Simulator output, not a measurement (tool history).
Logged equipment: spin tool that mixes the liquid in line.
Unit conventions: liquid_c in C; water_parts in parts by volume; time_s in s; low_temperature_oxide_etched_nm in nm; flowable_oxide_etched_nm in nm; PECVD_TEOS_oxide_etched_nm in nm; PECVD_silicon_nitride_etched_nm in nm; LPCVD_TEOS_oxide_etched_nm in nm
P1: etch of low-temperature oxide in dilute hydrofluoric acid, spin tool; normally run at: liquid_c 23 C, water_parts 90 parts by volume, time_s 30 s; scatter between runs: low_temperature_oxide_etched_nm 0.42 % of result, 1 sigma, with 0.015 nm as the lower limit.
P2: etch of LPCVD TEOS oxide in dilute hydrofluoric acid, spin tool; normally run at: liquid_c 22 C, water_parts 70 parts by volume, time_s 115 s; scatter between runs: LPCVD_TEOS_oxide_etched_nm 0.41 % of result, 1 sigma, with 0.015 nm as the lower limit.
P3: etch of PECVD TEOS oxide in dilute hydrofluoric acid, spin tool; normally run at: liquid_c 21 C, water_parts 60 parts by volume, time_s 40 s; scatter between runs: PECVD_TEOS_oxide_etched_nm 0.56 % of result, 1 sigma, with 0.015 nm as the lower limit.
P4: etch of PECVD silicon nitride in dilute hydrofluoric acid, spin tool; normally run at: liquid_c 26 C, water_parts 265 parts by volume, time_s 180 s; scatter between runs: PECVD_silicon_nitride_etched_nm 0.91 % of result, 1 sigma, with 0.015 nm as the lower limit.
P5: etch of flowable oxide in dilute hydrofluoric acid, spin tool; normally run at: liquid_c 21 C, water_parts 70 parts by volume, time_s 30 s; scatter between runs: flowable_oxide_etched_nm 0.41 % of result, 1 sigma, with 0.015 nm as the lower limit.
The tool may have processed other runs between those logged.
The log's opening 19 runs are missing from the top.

run,day,process,liquid_c,water_parts,time_s,hours since the thermometer was replaced,hours since the hydrofluoric acid flow meter was replaced,low_temperature_oxide_etched_nm,flowable_oxide_etched_nm,PECVD_TEOS_oxide_etched_nm,PECVD_silicon_nitride_etched_nm,LPCVD_TEOS_oxide_etched_nm
20,4.7,P2,22,70,115,1155.1,21.3,,,,,26.06
21,4.958,P1,30.5,90,30,1161.3,27.5,15.502,,,,
22,5.267,P5,17.5,70,30,1168.7,34.9,,17.022,,,
23,5.483,P3,17,60,40,1173.9,40.1,,,6.8366,,
24,5.738,P1,23,55,60,1180,46.2,39.881,,,,
25,5.95,P1,23,125,30,1185.1,51.3,8.0002,,,,
# day 5.979: thermometer replaced
26,6.208,P5,21,70,15,5.5,57.5,,9.8496,,,
27,6.408,P1,17,90,30,10.3,62.3,9.0887,,,,
28,6.708,P2,22,125,115,17.5,69.5,,,,,13.585
29,6.875,P3,21,60,15,21.5,73.5,,,2.9984,,
30,7.092,P4,31,265,180,26.7,78.7,,,,3.6546,
31,7.412,P5,21,70,30,34.4,86.4,,19.714,,,
32,7.633,P1,23,90,30,39.7,91.7,11.572,,,,
33,7.883,P1,23,90,30,45.7,97.7,12.165,,,,
34,8.217,P1,23,90,30,53.7,105.7,12.267,,,,
35,8.4,P1,23,90,30,58.1,110.1,12.441,,,,
36,8.6,P1,23,90,30,62.9,114.9,12.512,,,,

Estimate the outcome of run 37 from the log above:
37,8.833,P1,23,90,30,68.5,120.5,?,,,,

Run 37 came out at low_temperature_oxide_etched_nm 12.366 nm.

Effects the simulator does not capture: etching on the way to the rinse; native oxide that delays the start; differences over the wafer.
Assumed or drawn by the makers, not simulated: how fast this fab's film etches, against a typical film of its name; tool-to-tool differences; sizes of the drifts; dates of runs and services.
